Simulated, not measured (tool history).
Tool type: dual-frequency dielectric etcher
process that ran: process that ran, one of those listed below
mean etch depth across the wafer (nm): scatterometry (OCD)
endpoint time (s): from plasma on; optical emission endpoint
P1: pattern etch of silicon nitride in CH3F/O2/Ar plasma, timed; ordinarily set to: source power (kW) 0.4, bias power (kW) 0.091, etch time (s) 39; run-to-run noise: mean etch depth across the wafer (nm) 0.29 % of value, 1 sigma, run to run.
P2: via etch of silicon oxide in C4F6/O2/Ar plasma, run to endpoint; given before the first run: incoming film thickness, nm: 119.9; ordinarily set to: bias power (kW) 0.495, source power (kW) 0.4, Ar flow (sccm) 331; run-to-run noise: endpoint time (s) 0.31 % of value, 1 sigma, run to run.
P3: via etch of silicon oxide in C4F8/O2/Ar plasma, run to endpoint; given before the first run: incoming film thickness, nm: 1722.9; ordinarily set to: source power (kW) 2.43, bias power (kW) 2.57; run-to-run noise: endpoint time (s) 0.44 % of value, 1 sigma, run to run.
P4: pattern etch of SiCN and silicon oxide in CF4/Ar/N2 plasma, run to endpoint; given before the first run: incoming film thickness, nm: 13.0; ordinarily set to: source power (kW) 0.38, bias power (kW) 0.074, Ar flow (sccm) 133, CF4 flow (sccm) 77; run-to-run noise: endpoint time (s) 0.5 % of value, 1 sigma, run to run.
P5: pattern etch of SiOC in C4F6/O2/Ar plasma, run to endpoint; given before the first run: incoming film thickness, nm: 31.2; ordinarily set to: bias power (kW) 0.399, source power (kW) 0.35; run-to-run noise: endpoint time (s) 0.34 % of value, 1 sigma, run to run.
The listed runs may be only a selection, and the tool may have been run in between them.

run	hour	process that ran	source power (kW)	bias power (kW)	etch time (s)	Ar flow (sccm)	CF4 flow (sccm)	mean etch depth across the wafer (nm)	endpoint time (s)
1	5.3	P1	0.4	0.091	39			29.283	
2	10.1	P1	0.4	0.091	55			41.436	
3	13.1	P1	0.32	0.091	39			26.909	
4	16.3	P1	0.4	0.07	39			26.822	
5	21	P4	0.23	0.074		133	77		27.692
6	23.7	P1	0.4	0.091	39			29.335	
7	29.1	P2	0.4	0.495		207			25.814
8	32.6	P4	0.38	0.046		133	77		20.879
9	36.7	P5	0.35	0.285					13.743
10	39.3	P1	0.4	0.091	29			21.765	
11	43	P5	0.45	0.399					11.069
12	47.1	P1	0.4	0.091	39			29.268	
13	50.5	P1	0.4	0.072	56			38.888	
14	55.1	P5	0.35	0.399					12.188
15	58.6	P1	0.4	0.091	39			29.328	
16	62.7	P1	0.52	0.091	39			32.417	
17	67.8	P4	0.38	0.074		133	45		19.532
18	71.1	P5	0.35	0.399					12.232
19	74.8	P3	2.43	2.57					297.84
20	78.2	P1	0.27	0.059	39			21.728	
21	82	P1	0.4	0.091	39			29.139	
22	86.4	P2	0.4	0.495		331			27.214
23	89.2	P3	1.49	2.57					361.49
24	93.8	P2	0.4	0.495		331			27.28
# hour 95.9: bias power generator calibrated
25	97.6	P3	2.43	3.518					269.35
26	101.2	P4	0.38	0.074		170	77		18.371
27	104.3	P2	0.4	0.648		331			24.459
28	107.4	P1	0.4	0.129	39			33.261	
29	109.9	P2	0.57	0.495		331			23.855
30	113.7	P4	0.38	0.074		133	77		17.735
31	118.9	P1	0.4	0.091	39			29.326	
32	121.5	P1	0.4	0.091	39			29.349	
33	125.5	P1	0.4	0.091	39			29.568	
34	128.3	P1	0.4	0.091	39			29.537	
# hour 129.7: wet clean of the chamber
35	130.6	P1	0.4	0.091	39			29.692	

The next listed run, before its measurement:
36	134.2	P1	0.4	0.091	39			?	

For run 36 the tool returned mean etch depth across the wafer (nm) 29.689.
